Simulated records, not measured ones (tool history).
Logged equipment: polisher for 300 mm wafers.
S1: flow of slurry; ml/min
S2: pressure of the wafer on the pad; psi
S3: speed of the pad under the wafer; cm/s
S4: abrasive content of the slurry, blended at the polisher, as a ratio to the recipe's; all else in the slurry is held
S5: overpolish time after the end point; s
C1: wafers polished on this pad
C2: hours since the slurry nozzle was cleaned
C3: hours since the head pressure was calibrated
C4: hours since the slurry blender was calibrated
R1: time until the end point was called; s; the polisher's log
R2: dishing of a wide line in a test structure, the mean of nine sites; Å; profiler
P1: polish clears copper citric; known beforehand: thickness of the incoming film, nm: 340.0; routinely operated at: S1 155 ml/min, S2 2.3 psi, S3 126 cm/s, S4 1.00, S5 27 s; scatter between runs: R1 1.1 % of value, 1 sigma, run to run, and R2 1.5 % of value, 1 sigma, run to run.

{"run": 1, "hour": 5.4, "S1": 155, "S2": 2.3, "S3": 126, "S4": 1.0, "S5": 27, "C1": 552, "C2": 73.2, "C3": 687.4, "C4": 63.9, "R1": 157.53, "R2": 291.91}
{"run": 2, "hour": 10.3, "S1": 155, "S2": 1.4, "S3": 162, "S4": 1.0, "S5": 27, "C1": 589, "C2": 78.1, "C3": 692.3, "C4": 68.8, "R1": 196.31, "R2": 250.53}
{"run": 3, "hour": 15.0, "S1": 155, "S2": 2.3, "S3": 126, "S4": 1.0, "S5": 41, "C1": 625, "C2": 82.8, "C3": 697.0, "C4": 73.5, "R1": 155.25, "R2": 364.99}
{"run": 4, "hour": 19.2, "S1": 95, "S2": 2.3, "S3": 126, "S4": 1.0, "S5": 27, "C1": 657, "C2": 87.0, "C3": 701.2, "C4": 77.7, "R1": 177.99, "R2": 284.77}
{"run": 5, "hour": 23.6, "S1": 155, "S2": 2.3, "S3": 126, "S4": 1.0, "S5": 27, "C1": 691, "C2": 91.4, "C3": 705.6, "C4": 82.1, "R1": 156.24, "R2": 294.6}
{"run": 6, "hour": 27.6, "S1": 155, "S2": 2.3, "S3": 126, "S4": 1.0, "S5": 27, "C1": 721, "C2": 95.4, "C3": 709.6, "C4": 86.1, "R1": 156.29, "R2": 295.27}
{"run": 7, "hour": 30.9, "S1": 155, "S2": 2.3, "S3": 126, "S4": 1.0, "S5": 27, "C1": 746, "C2": 98.7, "C3": 712.9, "C4": 89.4, "R1": 155.14, "R2": 301.3}
{"run": 8, "hour": 33.4, "S1": 220, "S2": 2.3, "S3": 126, "S4": 1.0, "S5": 27, "C1": 766, "C2": 101.2, "C3": 715.4, "C4": 91.9, "R1": 145.48, "R2": 306.44}
{"run": 9, "hour": 38.5, "S1": 155, "S2": 2.3, "S3": 190, "S4": 1.0, "S5": 27, "C1": 804, "C2": 106.3, "C3": 720.5, "C4": 97.0, "R1": 104.14, "R2": 354.77}
{"run": 10, "hour": 41.2, "S1": 155, "S2": 2.3, "S3": 126, "S4": 0.75, "S5": 27, "C1": 825, "C2": 109.0, "C3": 723.2, "C4": 99.7, "R1": 166.92, "R2": 279.76}
{"run": 11, "hour": 46.1, "S1": 155, "S2": 3.4, "S3": 126, "S4": 1.0, "S5": 27, "C1": 862, "C2": 113.9, "C3": 728.1, "C4": 104.6, "R1": 106.25, "R2": 367.98}
{"run": 12, "hour": 49.1, "S1": 155, "S2": 2.3, "S3": 126, "S4": 1.0, "S5": 11, "C1": 885, "C2": 116.9, "C3": 731.1, "C4": 107.6, "R1": 157.77, "R2": 150.66}
{"run": 13, "hour": 52.5, "S1": 155, "S2": 2.3, "S3": 56, "S4": 1.0, "S5": 27, "C1": 911, "C2": 120.3, "C3": 734.5, "C4": 111.0, "R1": 340.73, "R2": 175.16}
{"run": 14, "hour": 56.3, "S1": 155, "S2": 2.3, "S3": 126, "S4": 1.0, "S5": 27, "C1": 940, "C2": 124.1, "C3": 738.3, "C4": 114.8, "R1": 155.79, "R2": 296.48}
{"run": 15, "hour": 60.8, "S1": 155, "S2": 2.3, "S3": 126, "S4": 1.45, "S5": 27, "C1": 974, "C2": 128.6, "C3": 742.8, "C4": 119.3, "R1": 143.96, "R2": 307.63}
{"run": 16, "hour": 63.3, "S1": 155, "S2": 2.3, "S3": 126, "S4": 1.0, "S5": 27, "C1": 993, "C2": 131.1, "C3": 745.3, "C4": 121.8, "R1": 155.18, "R2": 289.86}
{"run": 17, "hour": 68.6, "S1": 155, "S2": 1.6, "S3": 126, "S4": 1.0, "S5": 27, "C1": 1034, "C2": 136.4, "C3": 750.6, "C4": 127.1, "R1": 226.88, "R2": 227.55}
{"run": 18, "hour": 71.1, "S1": 155, "S2": 2.3, "S3": 126, "S4": 1.0, "S5": 27, "C1": 1053, "C2": 138.9, "C3": 753.1, "C4": 129.6, "R1": 157.98, "R2": 296.23}
{"run": 19, "hour": 74.6, "S1": 155, "S2": 2.3, "S3": 126, "S4": 1.0, "S5": 27, "C1": 1080, "C2": 142.4, "C3": 756.6, "C4": 133.1, "R1": 162.44, "R2": 281.49}
{"run": 20, "hour": 79.9, "S1": 155, "S2": 2.3, "S3": 126, "S4": 1.0, "S5": 27, "C1": 1120, "C2": 147.7, "C3": 761.9, "C4": 138.4, "R1": 166.69, "R2": 284.02}
{"run": 21, "hour": 85.2, "S1": 155, "S2": 2.3, "S3": 126, "S4": 1.0, "S5": 27, "C1": 1160, "C2": 153.0, "C3": 767.2, "C4": 143.7, "R1": 172.0, "R2": 277.87}
{"hour": 87.8, "done": "head pressure recalibrated"}
{"run": 22, "hour": 88.6, "S1": 155, "S2": 2.3, "S3": 126, "S4": 1.0, "S5": 27, "C1": 1186, "C2": 156.4, "C3": 0.9, "C4": 147.1, "R1": 171.58, "R2": 275.19}
{"hour": 91.1, "done": "slurry blender recalibrated"}
{"run": 23, "hour": 93.5, "S1": 155, "S2": 2.3, "S3": 126, "S4": 1.0, "S5": 27, "C1": 1224, "C2": 161.3, "C3": 5.8, "C4": 2.5, "R1": 167.73, "R2": 274.78}
{"run": 24, "hour": 97.8, "S1": 155, "S2": 2.3, "S3": 126, "S4": 1.0, "S5": 27, "C1": 1257, "C2": 165.6, "C3": 10.1, "C4": 6.8, "R1": 172.92, "R2": 282.05}
{"run": 25, "hour": 100.4, "S1": 155, "S2": 2.3, "S3": 126, "S4": 1.0, "S5": 27, "C1": 1276, "C2": 168.2, "C3": 12.7, "C4": 9.4, "R1": 169.38, "R2": 275.27}

P1 no longer gives what it gave before; its output has crept away from where it was. The following 2 causes, each at its listed size, fit the log equally well:
A: slurry flow missing at the pad, % = 36.3
B: removal rate lost through wear of the pad, % = 8.87
The onset of the drift is placed at about hour 71.1.
Other possible causes, and why each is ruled out:
head's pressure below its setpoint, %: serviced after onset, at hour 87.8, with no recovery of the prior output
abrasive missing from the slurry, %: serviced after onset, at hour 91.1, with no recovery of the prior output

Which of the check runs below tells the causes apart, meaning the causes would give it clearly different results? Each run uses 3 wafers whose results are averaged, and each result is shown as a question mark.
{"run": "check 1", "hour": 103.0, "S1": 155, "S2": 2.3, "S3": 126, "S4": 1.4, "S5": 27, "R1": "?", "R2": "?"}
{"run": "check 2", "hour": 103.0, "S1": 95, "S2": 2.3, "S3": 126, "S4": 1.0, "S5": 27, "R1": "?", "R2": "?"}
{"run": "check 3", "hour": 103.0, "S1": 155, "S2": 1.8, "S3": 68, "S4": 1.0, "S5": 27, "R1": "?", "R2": "?"}
{"run": "check 4", "hour": 103.0, "S1": 155, "S2": 2.3, "S3": 126, "S4": 0.8, "S5": 27, "R1": "?", "R2": "?"}

What every check run would give for each of its results, assuming each possible cause in turn:
check=check_1 result=R1 if_A=159.69 if_B=159.67
check=check_1 result=R2 if_A=290.51 if_B=290.53
check=check_2 result=R1 if_A=200.19 if_B=190.47
check=check_2 result=R2 if_A=251.60 if_B=260.04
check=check_3 result=R1 if_A=393.55 if_B=393.50
check=check_3 result=R2 if_A=151.35 if_B=151.36
check=check_4 result=R1 if_A=180.18 if_B=180.16
check=check_4 result=R2 if_A=269.56 if_B=269.58
Separation of the two closest causes in each check, using whichever result separates them best: check 1 0.01 %; check 2 4.98 %; check 3 0.01 %; check 4 0.01 %
The other checks would show nearly matching results whichever cause is true, so check 2 is the only one that separates the causes.

Running check 2 produced the following: R1 199.52 s; R2 250.77 Å. Which one of the listed causes fits?

Of the candidate causes, it is A: slurry flow missing at the pad, %.

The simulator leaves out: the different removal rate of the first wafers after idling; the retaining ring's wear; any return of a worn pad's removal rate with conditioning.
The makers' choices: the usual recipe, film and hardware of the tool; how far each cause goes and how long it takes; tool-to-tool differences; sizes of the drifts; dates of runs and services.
